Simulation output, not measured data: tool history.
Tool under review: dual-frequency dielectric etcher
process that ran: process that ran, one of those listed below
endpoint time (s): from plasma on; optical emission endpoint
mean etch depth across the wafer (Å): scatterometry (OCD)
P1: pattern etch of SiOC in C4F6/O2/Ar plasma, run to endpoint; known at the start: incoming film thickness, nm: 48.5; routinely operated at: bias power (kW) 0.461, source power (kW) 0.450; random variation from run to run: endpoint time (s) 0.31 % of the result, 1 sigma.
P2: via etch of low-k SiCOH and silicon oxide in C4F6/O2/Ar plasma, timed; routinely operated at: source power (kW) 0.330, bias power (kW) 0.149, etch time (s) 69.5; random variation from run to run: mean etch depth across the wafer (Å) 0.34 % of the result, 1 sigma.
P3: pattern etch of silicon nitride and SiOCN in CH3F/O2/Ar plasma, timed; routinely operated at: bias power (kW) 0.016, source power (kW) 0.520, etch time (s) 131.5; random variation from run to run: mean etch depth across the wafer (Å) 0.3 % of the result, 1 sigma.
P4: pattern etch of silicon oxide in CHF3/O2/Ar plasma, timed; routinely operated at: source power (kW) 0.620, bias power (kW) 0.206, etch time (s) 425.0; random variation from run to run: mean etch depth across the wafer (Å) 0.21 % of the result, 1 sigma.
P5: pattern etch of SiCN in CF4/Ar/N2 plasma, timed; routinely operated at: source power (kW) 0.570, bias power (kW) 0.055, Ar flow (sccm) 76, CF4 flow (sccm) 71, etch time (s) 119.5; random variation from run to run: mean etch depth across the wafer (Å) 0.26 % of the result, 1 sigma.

| run | hour | process that ran | bias power (kW) | source power (kW) | Ar flow (sccm) | CF4 flow (sccm) | etch time (s) | hours since the last wet clean | hours since the last bias power generator calibration | hours since the last source power generator calibration | endpoint time (s) | mean etch depth across the wafer (Å) |
|---|---|---|---|---|---|---|---|---|---|---|---|---|
| 1 | 9.3 | P1 | 0.461 | 0.450 |  |  |  | 280.9 | 1359.9 | 939.6 | 16.522 |  |
| 2 | 18.4 | P1 | 0.358 | 0.450 |  |  |  | 290.0 | 1369.0 | 948.7 | 18.008 |  |
| 3 | 26.9 | P5 | 0.055 | 0.570 | 76 | 100 | 119.5 | 298.5 | 1377.5 | 957.2 |  | 1244.60 |
| 4 | 33.9 | P1 | 0.461 | 0.270 |  |  |  | 305.5 | 1384.5 | 964.2 | 19.942 |  |
| 5 | 43.4 | P4 | 0.206 | 0.620 |  |  | 563.0 | 315.0 | 1394.0 | 973.7 |  | 11518.00 |
| 6 | 51.4 | P2 | 0.210 | 0.330 |  |  | 69.5 | 323.0 | 1402.0 | 981.7 |  | 1902.50 |
| 7 | 56.9 | P1 | 0.566 | 0.450 |  |  |  | 328.5 | 1407.5 | 987.2 | 15.251 |  |
| 8 | 64.1 | P4 | 0.206 | 0.420 |  |  | 425.0 | 335.7 | 1414.7 | 994.4 |  | 7519.90 |
| 9 | 71.4 | P3 | 0.016 | 0.520 |  |  | 97.5 | 343.0 | 1422.0 | 1001.7 |  | 120.97 |
| 10 | 80.2 | P3 | 0.016 | 0.340 |  |  | 131.5 | 351.8 | 1430.8 | 1010.5 |  | 140.62 |
| 11 | 87.4 | P4 | 0.206 | 0.620 |  |  | 425.0 | 359.0 | 1438.0 | 1017.7 |  | 8687.40 |
| 12 | 92.4 | P5 | 0.055 | 0.570 | 48 | 71 | 119.5 | 364.0 | 1443.0 | 1022.7 |  | 1262.60 |
| 13 | 101.6 | P1 | 0.461 | 0.450 |  |  |  | 373.2 | 1452.2 | 1031.9 | 16.515 |  |
| 14 | 106.7 | P5 | 0.071 | 0.570 | 76 | 71 | 119.5 | 378.3 | 1457.3 | 1037.0 |  | 1285.70 |
| 15 | 114.2 | P3 | 0.013 | 0.520 |  |  | 131.5 | 385.8 | 1464.8 | 1044.5 |  | 149.88 |
| 16 | 121.9 | P1 | 0.461 | 0.450 |  |  |  | 393.5 | 1472.5 | 1052.2 | 16.497 |  |
| 17 | 127.0 | P5 | 0.055 | 0.570 | 76 | 71 | 179.0 | 398.6 | 1477.6 | 1057.3 |  | 1776.70 |
| 18 | 132.9 | P5 | 0.055 | 0.570 | 76 | 71 | 119.5 | 404.5 | 1483.5 | 1063.2 |  | 1183.30 |
| 19 | 139.4 | P3 | 0.016 | 0.520 |  |  | 131.5 | 411.0 | 1490.0 | 1069.7 |  | 163.71 |
| 20 | 148.4 | P4 | 0.150 | 0.620 |  |  | 425.0 | 420.0 | 1499.0 | 1078.7 |  | 7824.40 |
| 21 | 154.6 | P1 | 0.461 | 0.620 |  |  |  | 426.2 | 1505.2 | 1084.9 | 14.641 |  |
| 22 | 162.0 | P1 | 0.314 | 0.350 |  |  |  | 433.6 | 1512.6 | 1092.3 | 20.849 |  |
| 23 | 167.8 | P5 | 0.055 | 0.410 | 76 | 71 | 119.5 | 439.4 | 1518.4 | 1098.1 |  | 885.12 |
| 24 | 176.1 | P2 | 0.149 | 0.330 |  |  | 69.5 | 447.7 | 1526.7 | 1106.4 |  | 1707.40 |
| 25 | 183.8 | P4 | 0.206 | 0.620 |  |  | 425.0 | 455.4 | 1534.4 | 1114.1 |  | 8697.30 |
| 26 | 193.5 | P1 | 0.461 | 0.450 |  |  |  | 465.1 | 1544.1 | 1123.8 | 16.564 |  |
| 27 | 198.5 | P2 | 0.149 | 0.330 |  |  | 92.0 | 470.1 | 1549.1 | 1128.8 |  | 2273.60 |
| 28 | 205.4 | P2 | 0.149 | 0.460 |  |  | 69.5 | 477.0 | 1556.0 | 1135.7 |  | 1949.30 |
| 29 | 214.5 | P1 | 0.461 | 0.450 |  |  |  | 486.1 | 1565.1 | 1144.8 | 16.486 |  |
| 30 | 223.4 | P1 | 0.461 | 0.450 |  |  |  | 495.0 | 1574.0 | 1153.7 | 16.444 |  |
| 31 | 230.8 | P1 | 0.461 | 0.450 |  |  |  | 502.4 | 1581.4 | 1161.1 | 16.489 |  |
| 32 | 237.5 | P1 | 0.461 | 0.450 |  |  |  | 509.1 | 1588.1 | 1167.8 | 16.610 |  |
| 33 | 243.4 | P1 | 0.461 | 0.450 |  |  |  | 515.0 | 1594.0 | 1173.7 | 16.683 |  |
| 34 | 250.1 | P1 | 0.461 | 0.450 |  |  |  | 521.7 | 1600.7 | 1180.4 | 16.697 |  |
| 35 | 255.4 | P1 | 0.461 | 0.450 |  |  |  | 527.0 | 1606.0 | 1185.7 | 16.672 |  |
|  | 257.3 | wet clean of the chamber |
| 36 | 264.3 | P1 | 0.461 | 0.450 |  |  |  | 7.0 | 1614.9 | 1194.6 | 16.580 |  |
| 37 | 272.3 | P1 | 0.461 | 0.450 |  |  |  | 15.0 | 1622.9 | 1202.6 | 16.753 |  |
| 38 | 281.1 | P1 | 0.461 | 0.450 |  |  |  | 23.8 | 1631.7 | 1211.4 | 16.764 |  |

Run 39 is up next; what results do you expect?
| 39 | 286.1 | P1 | 0.461 | 0.450 |  |  |  | 28.8 | 1636.7 | 1216.4 | ? |  |

Run 39 came out at endpoint time (s) 16.791.

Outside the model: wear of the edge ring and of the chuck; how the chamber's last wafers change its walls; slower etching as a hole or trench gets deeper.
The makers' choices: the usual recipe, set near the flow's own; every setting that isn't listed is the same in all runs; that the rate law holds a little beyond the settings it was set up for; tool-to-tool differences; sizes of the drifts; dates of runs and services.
